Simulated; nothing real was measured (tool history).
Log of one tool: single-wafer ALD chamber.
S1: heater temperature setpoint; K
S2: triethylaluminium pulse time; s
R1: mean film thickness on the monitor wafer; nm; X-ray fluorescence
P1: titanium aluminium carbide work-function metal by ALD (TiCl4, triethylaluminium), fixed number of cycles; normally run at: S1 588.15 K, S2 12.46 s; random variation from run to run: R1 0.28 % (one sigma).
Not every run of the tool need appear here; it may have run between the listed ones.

{"run": 1, "hour": 7.3, "S1": 588.15, "S2": 12.46, "R1": 2.1824}
{"run": 2, "hour": 12.5, "S1": 613.15, "S2": 12.46, "R1": 2.4173}
{"run": 3, "hour": 20.8, "S1": 588.15, "S2": 12.46, "R1": 2.1803}
{"run": 4, "hour": 28.3, "S1": 563.15, "S2": 12.46, "R1": 1.9454}
{"run": 5, "hour": 34.7, "S1": 588.15, "S2": 17.7, "R1": 2.217}
{"run": 6, "hour": 42.6, "S1": 588.15, "S2": 12.46, "R1": 2.1714}
{"run": 7, "hour": 51.6, "S1": 588.15, "S2": 12.46, "R1": 2.1789}
{"run": 8, "hour": 57.4, "S1": 611.15, "S2": 17.61, "R1": 2.4308}
{"run": 9, "hour": 64.4, "S1": 588.15, "S2": 12.46, "R1": 2.1758}
{"run": 10, "hour": 72.0, "S1": 606.15, "S2": 8.86, "R1": 2.2662}
{"run": 11, "hour": 80.5, "S1": 588.15, "S2": 5.9, "R1": 1.9163}
{"run": 12, "hour": 88.3, "S1": 610.15, "S2": 4.99, "R1": 1.9823}
{"run": 13, "hour": 92.5, "S1": 588.15, "S2": 12.46, "R1": 2.1774}
{"run": 14, "hour": 100.4, "S1": 588.15, "S2": 12.46, "R1": 2.171}
{"run": 15, "hour": 105.2, "S1": 588.15, "S2": 12.46, "R1": 2.1644}
{"run": 16, "hour": 111.4, "S1": 588.15, "S2": 12.46, "R1": 2.1512}
{"run": 17, "hour": 118.1, "S1": 588.15, "S2": 12.46, "R1": 2.149}
{"run": 18, "hour": 122.7, "S1": 588.15, "S2": 12.46, "R1": 2.1551}
{"run": 19, "hour": 132.2, "S1": 588.15, "S2": 12.46, "R1": 2.1481}

What P1 gives has crept off from where it sat before. The 2 causes that follow fit the log equally well, each at the size noted:
A: wafer temperature below the value expected at the setpoint (K) = 3.98
B: triethylaluminium dose below that of a fresh bottle (%) = 18.2
At approximately hour 92.5, the process output began to creep.

4 check runs are offered, one wafer each, their results left as question marks. Which one tells the causes apart?
{"run": "check 1", "hour": 141.7, "S1": 566.15, "S2": 12.46, "R1": "?"}
{"run": "check 2", "hour": 141.7, "S1": 564.15, "S2": 12.46, "R1": "?"}
{"run": "check 3", "hour": 141.7, "S1": 605.15, "S2": 9.01, "R1": "?"}
{"run": "check 4", "hour": 141.7, "S1": 607.15, "S2": 12.46, "R1": "?"}

How each check would come out, cause by cause:
check=check_1 result=R1 if_A=1.9503 if_B=1.9529
check=check_2 result=R1 if_A=1.9327 if_B=1.9356
check=check_3 result=R1 if_A=2.2270 if_B=2.1815
check=check_4 result=R1 if_A=2.3177 if_B=2.3154
Minimum pairwise separation of causes per check, each pair taken at its best-separating result: check 1 0.13 %; check 2 0.15 %; check 3 2.06 %; check 4 0.1 %
Only check 3 tells the causes apart: in the others they would give nearly the same result.

Check 3 was carried out, with these results: R1 2.1890 nm. Which of the listed causes is responsible?

B is the cause: triethylaluminium dose below that of a fresh bottle (%).

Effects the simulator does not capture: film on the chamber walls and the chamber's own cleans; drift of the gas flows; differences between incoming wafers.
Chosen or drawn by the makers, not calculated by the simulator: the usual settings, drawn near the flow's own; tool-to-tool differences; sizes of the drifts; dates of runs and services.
